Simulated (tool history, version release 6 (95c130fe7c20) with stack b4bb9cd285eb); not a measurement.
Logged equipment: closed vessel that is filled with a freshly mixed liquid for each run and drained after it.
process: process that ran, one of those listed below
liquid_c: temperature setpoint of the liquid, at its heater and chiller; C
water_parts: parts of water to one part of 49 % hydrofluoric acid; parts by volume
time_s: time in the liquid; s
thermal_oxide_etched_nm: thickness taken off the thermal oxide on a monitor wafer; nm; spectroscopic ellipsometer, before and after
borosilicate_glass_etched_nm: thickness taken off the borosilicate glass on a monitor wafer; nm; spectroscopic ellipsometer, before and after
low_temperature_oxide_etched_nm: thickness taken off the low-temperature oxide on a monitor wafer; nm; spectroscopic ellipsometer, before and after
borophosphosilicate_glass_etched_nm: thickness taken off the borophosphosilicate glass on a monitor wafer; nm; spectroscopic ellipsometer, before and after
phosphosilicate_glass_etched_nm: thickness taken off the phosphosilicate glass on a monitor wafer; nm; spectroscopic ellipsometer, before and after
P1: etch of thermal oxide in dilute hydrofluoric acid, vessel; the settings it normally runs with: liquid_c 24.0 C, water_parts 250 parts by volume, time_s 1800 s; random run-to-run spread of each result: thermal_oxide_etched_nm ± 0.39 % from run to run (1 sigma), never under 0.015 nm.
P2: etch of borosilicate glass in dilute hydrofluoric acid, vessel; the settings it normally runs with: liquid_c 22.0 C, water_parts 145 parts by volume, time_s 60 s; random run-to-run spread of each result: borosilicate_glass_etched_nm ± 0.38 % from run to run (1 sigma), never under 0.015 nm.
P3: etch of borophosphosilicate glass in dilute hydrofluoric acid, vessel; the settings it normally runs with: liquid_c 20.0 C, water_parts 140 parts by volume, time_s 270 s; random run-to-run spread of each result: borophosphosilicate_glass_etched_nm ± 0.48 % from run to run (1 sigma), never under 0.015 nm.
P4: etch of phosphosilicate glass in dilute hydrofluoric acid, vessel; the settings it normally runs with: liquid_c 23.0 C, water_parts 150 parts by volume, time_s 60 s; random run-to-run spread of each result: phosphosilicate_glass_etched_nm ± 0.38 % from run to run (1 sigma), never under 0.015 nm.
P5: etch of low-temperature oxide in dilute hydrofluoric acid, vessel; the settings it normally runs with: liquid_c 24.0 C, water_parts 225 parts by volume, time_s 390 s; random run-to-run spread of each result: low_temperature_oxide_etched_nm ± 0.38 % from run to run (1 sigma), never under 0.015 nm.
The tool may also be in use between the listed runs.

run   hour  process  liquid_c  water_parts  time_s  hours since the thermometer was replaced  hours since the hydrofluoric acid flow meter was replaced  thermal_oxide_etched_nm  borosilicate_glass_etched_nm  low_temperature_oxide_etched_nm  borophosphosilicate_glass_etched_nm  phosphosilicate_glass_etched_nm
  1    7.9       P1      24.0          250    1800                                    1192.1                                                     1048.1                   29.032
  2   21.1       P2      22.0          250      60                                    1205.3                                                     1061.3                                                 6.7367
  3   30.2       P5      17.0          225     390                                    1214.4                                                     1070.4                                                                                 21.8220
  4   41.6       P5      24.0          325     390                                    1225.8                                                     1081.8                                                                                 17.8930
  5   51.9       P1      24.0          250    1800                                    1236.1                                                     1092.1                   29.084
  6   68.8       P1      24.0          445    1800                                    1253.0                                                     1109.0                   13.549
  7   80.1       P2      22.0          145     120                                    1264.3                                                     1120.3                                                25.7890
  8   96.3       P2      26.0          145      60                                    1280.5                                                     1136.5                                                15.1390
  9  106.7       P2      22.0          145      60                                    1290.9                                                     1146.9                                                12.9840
 10  114.5       P3      27.5          140     270                                    1298.7                                                     1154.7                                                                                                                      54.0700
 11  123.9       P4      17.5          150      60                                    1308.1                                                     1164.1                                                                                                                                                        39.873
 12  134.6       P1      20.0          400    1800                                    1318.8                                                     1174.8                   13.647
 13  151.4       P1      24.0          250    1800                                    1335.6                                                     1191.6                   28.918
 14  163.6       P1      29.5          250    1800                                    1347.8                                                     1203.8                   35.161
 15  178.8       P1      17.0          250    1800                                    1363.0                                                     1219.0                   22.212
 16  188.0       P1      24.0          250    1800                                    1372.2                                                     1228.2                   29.101
 17  196.3       P2      22.0          145      60                                    1380.5                                                     1236.5                                                12.9300
 18  203.9       P5      24.0          225     390                                    1388.1                                                     1244.1                                                                                 28.3400
 19  219.6       P5      24.0          225     390                                    1403.8                                                     1259.8                                                                                 28.3700
 20  230.2       P4      23.0          150      30                                    1414.4                                                     1270.4                                                                                                                                                        24.821
 21  240.8       P5      24.0          225      40                                    1425.0                                                     1281.0                                                                                  2.9017
 22  254.7       P4      23.0          150      60                                    1438.9                                                     1294.9                                                                                                                                                        49.188
 23  263.7       P1      19.5          250    2765                                    1447.9                                                     1303.9                   38.151
 24  275.4       P1      24.0          250    3185                                    1459.6                                                     1315.6                   51.326
 25  291.0       P1      24.0          250     665                                    1475.2                                                     1331.2                   10.686
 26  302.2       P3      20.0          140     270                                    1486.4                                                     1342.4                                                                                                                      40.7500
 27  312.6       P3      20.0          140      60                                    1496.8                                                     1352.8                                                                                                                       8.9565

For run 28, what comes out?
 28  329.8       P1      28.5           65    1800                                    1514.0                                                     1370.0                        ?

{"run 28": {"thermal_oxide_etched_nm": 165.82}}

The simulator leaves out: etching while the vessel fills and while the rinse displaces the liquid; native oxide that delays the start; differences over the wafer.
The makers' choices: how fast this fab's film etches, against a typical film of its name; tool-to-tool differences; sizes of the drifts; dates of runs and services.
